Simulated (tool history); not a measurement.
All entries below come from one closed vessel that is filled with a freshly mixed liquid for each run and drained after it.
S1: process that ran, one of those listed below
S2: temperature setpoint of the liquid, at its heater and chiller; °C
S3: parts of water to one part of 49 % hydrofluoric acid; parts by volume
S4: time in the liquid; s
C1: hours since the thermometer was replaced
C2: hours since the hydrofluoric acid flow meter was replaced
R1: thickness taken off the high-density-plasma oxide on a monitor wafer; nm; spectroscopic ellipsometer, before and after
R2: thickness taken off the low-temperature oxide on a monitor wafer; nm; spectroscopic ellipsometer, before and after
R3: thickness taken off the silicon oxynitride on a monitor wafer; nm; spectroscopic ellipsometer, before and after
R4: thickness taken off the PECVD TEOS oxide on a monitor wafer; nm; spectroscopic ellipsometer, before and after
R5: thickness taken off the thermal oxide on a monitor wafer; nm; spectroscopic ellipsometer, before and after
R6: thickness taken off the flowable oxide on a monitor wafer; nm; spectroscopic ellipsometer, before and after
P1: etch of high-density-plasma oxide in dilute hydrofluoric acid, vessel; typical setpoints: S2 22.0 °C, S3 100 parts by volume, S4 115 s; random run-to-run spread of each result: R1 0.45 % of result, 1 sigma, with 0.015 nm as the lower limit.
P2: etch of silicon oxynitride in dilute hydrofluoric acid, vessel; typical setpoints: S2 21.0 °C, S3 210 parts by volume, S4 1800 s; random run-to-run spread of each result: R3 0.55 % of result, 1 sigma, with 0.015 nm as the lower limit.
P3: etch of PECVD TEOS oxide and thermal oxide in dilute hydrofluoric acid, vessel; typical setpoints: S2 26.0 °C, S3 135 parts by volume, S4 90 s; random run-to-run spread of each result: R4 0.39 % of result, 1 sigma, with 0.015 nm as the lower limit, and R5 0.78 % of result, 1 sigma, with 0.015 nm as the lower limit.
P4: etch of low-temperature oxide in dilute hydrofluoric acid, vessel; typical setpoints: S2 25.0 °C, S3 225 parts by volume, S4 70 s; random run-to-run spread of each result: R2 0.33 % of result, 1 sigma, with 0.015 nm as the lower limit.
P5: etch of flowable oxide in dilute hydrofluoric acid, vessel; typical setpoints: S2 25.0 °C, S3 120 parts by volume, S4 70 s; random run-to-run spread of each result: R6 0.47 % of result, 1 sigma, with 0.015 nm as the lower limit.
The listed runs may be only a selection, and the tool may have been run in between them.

{"run": 1, "hour": 18.6, "S1": "P1", "S2": 22.0, "S3": 100, "S4": 115, "C1": 195.5, "C2": 346.5, "R1": 5.5867}
{"run": 2, "hour": 32.9, "S1": "P1", "S2": 22.0, "S3": 100, "S4": 115, "C1": 209.8, "C2": 360.8, "R1": 5.5915}
{"run": 3, "hour": 45.4, "S1": "P1", "S2": 22.0, "S3": 100, "S4": 115, "C1": 222.3, "C2": 373.3, "R1": 5.5483}
{"run": 4, "hour": 64.9, "S1": "P1", "S2": 22.0, "S3": 65, "S4": 30, "C1": 241.8, "C2": 392.8, "R1": 2.3344}
{"run": 5, "hour": 76.4, "S1": "P1", "S2": 22.0, "S3": 100, "S4": 115, "C1": 253.3, "C2": 404.3, "R1": 5.5334}
{"run": 6, "hour": 85.9, "S1": "P4", "S2": 25.0, "S3": 225, "S4": 70, "C1": 262.8, "C2": 413.8, "R2": 9.7162}
{"run": 7, "hour": 97.1, "S1": "P2", "S2": 21.0, "S3": 210, "S4": 1800, "C1": 274.0, "C2": 425.0, "R3": 13.124}
{"run": 8, "hour": 110.6, "S1": "P3", "S2": 26.0, "S3": 135, "S4": 90, "C1": 287.5, "C2": 438.5, "R4": 9.3158, "R5": 3.3519}
{"run": 9, "hour": 124.8, "S1": "P3", "S2": 31.5, "S3": 135, "S4": 90, "C1": 301.7, "C2": 452.7, "R4": 11.547, "R5": 4.1365}
{"run": 10, "hour": 143.6, "S1": "P1", "S2": 17.0, "S3": 100, "S4": 115, "C1": 320.5, "C2": 471.5, "R1": 4.5574}
{"run": 11, "hour": 160.2, "S1": "P4", "S2": 25.0, "S3": 225, "S4": 70, "C1": 337.1, "C2": 488.1, "R2": 9.7837}
{"run": 12, "hour": 179.1, "S1": "P3", "S2": 26.0, "S3": 225, "S4": 90, "C1": 356.0, "C2": 507.0, "R4": 5.0825, "R5": 1.8487}
{"run": 13, "hour": 193.5, "S1": "P2", "S2": 21.0, "S3": 85, "S4": 1800, "C1": 370.4, "C2": 521.4, "R3": 35.372}
{"run": 14, "hour": 212.3, "S1": "P4", "S2": 25.0, "S3": 225, "S4": 135, "C1": 389.2, "C2": 540.2, "R2": 18.696}
{"run": 15, "hour": 223.6, "S1": "P1", "S2": 22.0, "S3": 100, "S4": 35, "C1": 400.5, "C2": 551.5, "R1": 1.6772}
{"run": 16, "hour": 235.7, "S1": "P2", "S2": 29.5, "S3": 210, "S4": 1800, "C1": 412.6, "C2": 563.6, "R3": 18.891}
{"run": 17, "hour": 252.1, "S1": "P1", "S2": 22.0, "S3": 25, "S4": 115, "C1": 429.0, "C2": 580.0, "R1": 24.311}
{"run": 18, "hour": 263.6, "S1": "P1", "S2": 22.0, "S3": 140, "S4": 115, "C1": 440.5, "C2": 591.5, "R1": 3.8017}
{"run": 19, "hour": 279.4, "S1": "P5", "S2": 33.5, "S3": 120, "S4": 70, "C1": 456.3, "C2": 607.3, "R6": 39.648}
{"run": 20, "hour": 290.3, "S1": "P3", "S2": 26.0, "S3": 135, "S4": 30, "C1": 467.2, "C2": 618.2, "R4": 3.1291, "R5": 1.1026}
{"run": 21, "hour": 300.7, "S1": "P4", "S2": 25.0, "S3": 350, "S4": 70, "C1": 477.6, "C2": 628.6, "R2": 5.5433}
{"run": 22, "hour": 314.2, "S1": "P1", "S2": 27.5, "S3": 100, "S4": 115, "C1": 491.1, "C2": 642.1, "R1": 6.905}
{"run": 23, "hour": 330.2, "S1": "P4", "S2": 33.5, "S3": 225, "S4": 70, "C1": 507.1, "C2": 658.1, "R2": 13.037}
{"run": 24, "hour": 348.7, "S1": "P5", "S2": 25.0, "S3": 120, "S4": 125, "C1": 525.6, "C2": 676.6, "R6": 51.355}
{"run": 25, "hour": 362.8, "S1": "P5", "S2": 25.0, "S3": 120, "S4": 70, "C1": 539.7, "C2": 690.7, "R6": 28.808}
{"run": 26, "hour": 377.4, "S1": "P1", "S2": 22.0, "S3": 100, "S4": 115, "C1": 554.3, "C2": 705.3, "R1": 5.5909}
{"run": 27, "hour": 392.4, "S1": "P2", "S2": 21.0, "S3": 210, "S4": 1800, "C1": 569.3, "C2": 720.3, "R3": 13.057}
{"run": 28, "hour": 402.5, "S1": "P2", "S2": 21.0, "S3": 210, "S4": 495, "C1": 579.4, "C2": 730.4, "R3": 3.5925}
{"run": 29, "hour": 417.4, "S1": "P1", "S2": 22.0, "S3": 30, "S4": 200, "C1": 594.3, "C2": 745.3, "R1": 35.296}
{"run": 30, "hour": 433.0, "S1": "P5", "S2": 25.0, "S3": 25, "S4": 70, "C1": 609.9, "C2": 760.9, "R6": 157.16}
{"run": 31, "hour": 447.7, "S1": "P1", "S2": 22.0, "S3": 100, "S4": 180, "C1": 624.6, "C2": 775.6, "R1": 8.7445}
{"run": 32, "hour": 466.4, "S1": "P1", "S2": 22.0, "S3": 100, "S4": 115, "C1": 643.3, "C2": 794.3, "R1": 5.5701}
{"run": 33, "hour": 486.0, "S1": "P1", "S2": 22.0, "S3": 100, "S4": 115, "C1": 662.9, "C2": 813.9, "R1": 5.7335}
{"run": 34, "hour": 500.3, "S1": "P1", "S2": 22.0, "S3": 100, "S4": 115, "C1": 677.2, "C2": 828.2, "R1": 5.8207}
{"run": 35, "hour": 517.1, "S1": "P1", "S2": 22.0, "S3": 100, "S4": 115, "C1": 694.0, "C2": 845.0, "R1": 5.8845}
{"run": 36, "hour": 525.6, "S1": "P1", "S2": 22.0, "S3": 100, "S4": 115, "C1": 702.5, "C2": 853.5, "R1": 5.9104}
{"run": 37, "hour": 544.8, "S1": "P1", "S2": 22.0, "S3": 100, "S4": 115, "C1": 721.7, "C2": 872.7, "R1": 5.9487}
{"run": 38, "hour": 563.2, "S1": "P1", "S2": 22.0, "S3": 100, "S4": 115, "C1": 740.1, "C2": 891.1, "R1": 6.0465}
{"run": 39, "hour": 581.6, "S1": "P1", "S2": 22.0, "S3": 100, "S4": 115, "C1": 758.5, "C2": 909.5, "R1": 6.0031}
{"run": 40, "hour": 597.2, "S1": "P1", "S2": 22.0, "S3": 100, "S4": 115, "C1": 774.1, "C2": 925.1, "R1": 6.0447}
{"run": 41, "hour": 610.3, "S1": "P1", "S2": 22.0, "S3": 100, "S4": 115, "C1": 787.2, "C2": 938.2, "R1": 6.0322}
{"run": 42, "hour": 623.2, "S1": "P1", "S2": 22.0, "S3": 100, "S4": 115, "C1": 800.1, "C2": 951.1, "R1": 6.0682}
{"run": 43, "hour": 638.9, "S1": "P1", "S2": 22.0, "S3": 100, "S4": 115, "C1": 815.8, "C2": 966.8, "R1": 6.0314}

The output of P1 has drifted from where it used to be. Each of the 2 causes below, taken at the size shown beside it, accounts for the log equally well:
A: hydrofluoric acid flow above the setpoint (%) = 7.77
B: liquid hotter than its thermometer reads (K) = 2.09
The creep began at about hour 466.4.

Below are 4 check runs, each on a single wafer, with their results shown as question marks. Which of them would tell the listed causes apart, meaning the causes would give clearly different results under it?
{"run": "check 1", "hour": 654.6, "S1": "P5", "S2": 32.0, "S3": 25, "S4": 70, "R6": "?"}
{"run": "check 2", "hour": 654.6, "S1": "P2", "S2": 27.5, "S3": 210, "S4": 1800, "R3": "?"}
{"run": "check 3", "hour": 654.6, "S1": "P3", "S2": 26.0, "S3": 135, "S4": 40, "R4": "?", "R5": "?"}
{"run": "check 4", "hour": 654.6, "S1": "P4", "S2": 28.5, "S3": 315, "S4": 70, "R2": "?"}

Expected result of each check under each candidate cause:
check=check_1 result=R6 if_A=225.970 if_B=226.990
check=check_2 result=R3 if_A=19.0030 if_B=19.0200
check=check_3 result=R4 if_A=4.5605 if_B=4.5222
check=check_3 result=R5 if_A=1.6256 if_B=1.6120
check=check_4 result=R2 if_A=7.8834 if_B=7.6356
Separation of the two closest causes in each check, using whichever result separates them best: check 1 0.45 %; check 2 0.09 %; check 3 0.84 %; check 4 3.19 %
The other checks would show nearly matching results whichever cause is true, so check 4 is the only one that separates the causes.

Running check 4 produced the following: R2 7.6214 nm. Which one of the listed causes fits?

The cause is B: liquid hotter than its thermometer reads (K).
